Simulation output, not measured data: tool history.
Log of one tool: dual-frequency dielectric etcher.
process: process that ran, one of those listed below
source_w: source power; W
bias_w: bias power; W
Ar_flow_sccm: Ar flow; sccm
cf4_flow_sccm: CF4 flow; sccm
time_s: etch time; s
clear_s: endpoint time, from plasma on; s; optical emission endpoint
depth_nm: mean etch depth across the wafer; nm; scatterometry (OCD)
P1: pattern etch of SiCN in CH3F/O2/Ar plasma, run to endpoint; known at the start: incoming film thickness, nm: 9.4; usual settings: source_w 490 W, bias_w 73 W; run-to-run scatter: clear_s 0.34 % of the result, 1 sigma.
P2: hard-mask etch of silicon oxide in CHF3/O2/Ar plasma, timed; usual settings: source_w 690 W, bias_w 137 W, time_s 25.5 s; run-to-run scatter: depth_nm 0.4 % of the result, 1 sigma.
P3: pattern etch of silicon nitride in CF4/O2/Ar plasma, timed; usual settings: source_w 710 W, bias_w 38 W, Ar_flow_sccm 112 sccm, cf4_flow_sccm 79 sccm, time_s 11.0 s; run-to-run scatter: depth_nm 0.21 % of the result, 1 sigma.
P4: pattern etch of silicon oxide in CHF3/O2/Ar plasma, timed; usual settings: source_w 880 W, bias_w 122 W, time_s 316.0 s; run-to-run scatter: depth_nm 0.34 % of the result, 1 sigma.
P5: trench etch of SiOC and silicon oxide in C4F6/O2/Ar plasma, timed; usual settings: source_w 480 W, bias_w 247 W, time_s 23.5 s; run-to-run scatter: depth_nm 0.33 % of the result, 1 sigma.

{"run": 1, "hour": 6.0, "process": "P1", "source_w": 490, "bias_w": 73, "clear_s": 23.015}
{"run": 2, "hour": 10.2, "process": "P3", "source_w": 710, "bias_w": 38, "Ar_flow_sccm": 136, "cf4_flow_sccm": 79, "time_s": 11.0, "depth_nm": 23.497}
{"run": 3, "hour": 13.4, "process": "P2", "source_w": 690, "bias_w": 137, "time_s": 25.5, "depth_nm": 49.819}
{"run": 4, "hour": 19.5, "process": "P2", "source_w": 690, "bias_w": 137, "time_s": 25.5, "depth_nm": 50.125}
{"run": 5, "hour": 22.4, "process": "P3", "source_w": 560, "bias_w": 38, "Ar_flow_sccm": 112, "cf4_flow_sccm": 79, "time_s": 11.0, "depth_nm": 19.687}
{"run": 6, "hour": 25.8, "process": "P4", "source_w": 880, "bias_w": 122, "time_s": 316.0, "depth_nm": 633.2}
{"run": 7, "hour": 29.9, "process": "P1", "source_w": 490, "bias_w": 73, "clear_s": 22.922}
{"run": 8, "hour": 33.3, "process": "P1", "source_w": 490, "bias_w": 73, "clear_s": 23.059}
{"run": 9, "hour": 39.0, "process": "P1", "source_w": 490, "bias_w": 73, "clear_s": 23.032}
{"run": 10, "hour": 42.4, "process": "P3", "source_w": 710, "bias_w": 38, "Ar_flow_sccm": 112, "cf4_flow_sccm": 79, "time_s": 11.0, "depth_nm": 24.3}
{"run": 11, "hour": 48.6, "process": "P1", "source_w": 610, "bias_w": 52, "clear_s": 23.595}
{"run": 12, "hour": 52.7, "process": "P2", "source_w": 690, "bias_w": 137, "time_s": 18.0, "depth_nm": 35.33}
{"run": 13, "hour": 55.8, "process": "P5", "source_w": 480, "bias_w": 247, "time_s": 23.5, "depth_nm": 53.795}
{"run": 14, "hour": 61.9, "process": "P1", "source_w": 490, "bias_w": 73, "clear_s": 23.018}
{"run": 15, "hour": 65.3, "process": "P4", "source_w": 880, "bias_w": 122, "time_s": 316.0, "depth_nm": 633.96}
{"run": 16, "hour": 70.7, "process": "P3", "source_w": 710, "bias_w": 22, "Ar_flow_sccm": 112, "cf4_flow_sccm": 79, "time_s": 11.0, "depth_nm": 20.256}
{"run": 17, "hour": 75.9, "process": "P3", "source_w": 710, "bias_w": 38, "Ar_flow_sccm": 112, "cf4_flow_sccm": 112, "time_s": 11.0, "depth_nm": 25.526}
{"run": 18, "hour": 80.0, "process": "P2", "source_w": 410, "bias_w": 137, "time_s": 25.5, "depth_nm": 41.14}
{"run": 19, "hour": 82.8, "process": "P4", "source_w": 880, "bias_w": 79, "time_s": 316.0, "depth_nm": 557.26}
{"run": 20, "hour": 86.1, "process": "P1", "source_w": 300, "bias_w": 73, "clear_s": 27.614}
{"run": 21, "hour": 90.0, "process": "P5", "source_w": 650, "bias_w": 247, "time_s": 23.5, "depth_nm": 60.167}
{"hour": 92.5, "done": "wet clean of the chamber"}
{"run": 22, "hour": 94.1, "process": "P1", "source_w": 580, "bias_w": 73, "clear_s": 21.649}
{"run": 23, "hour": 100.1, "process": "P1", "source_w": 490, "bias_w": 73, "clear_s": 22.958}
{"run": 24, "hour": 102.9, "process": "P4", "source_w": 1160, "bias_w": 122, "time_s": 316.0, "depth_nm": 704.88}
{"run": 25, "hour": 108.4, "process": "P1", "source_w": 490, "bias_w": 45, "clear_s": 26.905}
{"run": 26, "hour": 112.9, "process": "P5", "source_w": 480, "bias_w": 247, "time_s": 23.5, "depth_nm": 53.833}
{"run": 27, "hour": 115.9, "process": "P1", "source_w": 410, "bias_w": 87, "clear_s": 23.139}
{"run": 28, "hour": 121.1, "process": "P5", "source_w": 480, "bias_w": 247, "time_s": 29.5, "depth_nm": 68.114}
{"run": 29, "hour": 126.5, "process": "P1", "source_w": 600, "bias_w": 60, "clear_s": 22.864}
{"run": 30, "hour": 129.5, "process": "P1", "source_w": 490, "bias_w": 88, "clear_s": 21.572}
{"run": 31, "hour": 132.8, "process": "P3", "source_w": 710, "bias_w": 38, "Ar_flow_sccm": 112, "cf4_flow_sccm": 79, "time_s": 15.0, "depth_nm": 33.104}
{"run": 32, "hour": 137.4, "process": "P4", "source_w": 880, "bias_w": 122, "time_s": 174.0, "depth_nm": 349.97}
{"run": 33, "hour": 140.4, "process": "P5", "source_w": 480, "bias_w": 341, "time_s": 23.5, "depth_nm": 60.012}
{"run": 34, "hour": 146.6, "process": "P2", "source_w": 690, "bias_w": 110, "time_s": 25.5, "depth_nm": 46.888}
{"run": 35, "hour": 152.0, "process": "P1", "source_w": 490, "bias_w": 73, "clear_s": 22.958}
{"run": 36, "hour": 156.6, "process": "P1", "source_w": 490, "bias_w": 73, "clear_s": 23.14}
{"run": 37, "hour": 162.8, "process": "P1", "source_w": 490, "bias_w": 73, "clear_s": 23.301}
{"run": 38, "hour": 168.4, "process": "P1", "source_w": 490, "bias_w": 73, "clear_s": 23.434}
{"run": 39, "hour": 172.5, "process": "P1", "source_w": 490, "bias_w": 73, "clear_s": 23.368}
{"run": 40, "hour": 176.7, "process": "P1", "source_w": 490, "bias_w": 73, "clear_s": 23.436}
{"run": 41, "hour": 179.4, "process": "P1", "source_w": 490, "bias_w": 73, "clear_s": 23.338}
{"run": 42, "hour": 183.9, "process": "P1", "source_w": 490, "bias_w": 73, "clear_s": 23.263}
{"hour": 185.9, "done": "wet clean of the chamber"}
{"run": 43, "hour": 189.8, "process": "P1", "source_w": 490, "bias_w": 73, "clear_s": 23.522}
{"run": 44, "hour": 194.8, "process": "P1", "source_w": 490, "bias_w": 73, "clear_s": 23.373}
{"run": 45, "hour": 198.8, "process": "P1", "source_w": 490, "bias_w": 73, "clear_s": 23.461}

What P1 gives has crept away from where it was. These 2 causes fit the log equally well, each at the size given:
A: source power that arrives under what is set, % = 4.37
B: bias power that arrives under what is set, % = 4.73
The creep began at about hour 152.0.
Why every other cause is out:
chamber walls in a state that lowers the etch rate, %: serviced at hour 185.9, which brought nothing back

4 check runs are offered, one wafer each, their results left as question marks. Which one tells the causes apart?
{"run": "check 1", "hour": 202.8, "process": "P3", "source_w": 710, "bias_w": 26, "Ar_flow_sccm": 128, "cf4_flow_sccm": 79, "time_s": 11.0, "depth_nm": "?"}
{"run": "check 2", "hour": 202.8, "process": "P2", "source_w": 430, "bias_w": 137, "time_s": 25.5, "depth_nm": "?"}
{"run": "check 3", "hour": 202.8, "process": "P4", "source_w": 880, "bias_w": 86, "time_s": 174.0, "depth_nm": "?"}
{"run": "check 4", "hour": 202.8, "process": "P5", "source_w": 480, "bias_w": 321, "time_s": 23.5, "depth_nm": "?"}

What each check would give under each cause:
check=check_1 result=depth_nm if_A=20.009 if_B=20.487
check=check_2 result=depth_nm if_A=41.050 if_B=41.114
check=check_3 result=depth_nm if_A=309.720 if_B=311.290
check=check_4 result=depth_nm if_A=58.013 if_B=58.014
How far apart the two closest causes lie, in the result that separates them most: check 1 2.36 %; check 2 0.16 %; check 3 0.51 %; check 4 0 %
Check 1 tells the causes apart: in the others they would give nearly the same result.

Check 1 was then run and gave: depth_nm 20.501 nm. Which cause is it?

It is B: bias power that arrives under what is set, %.
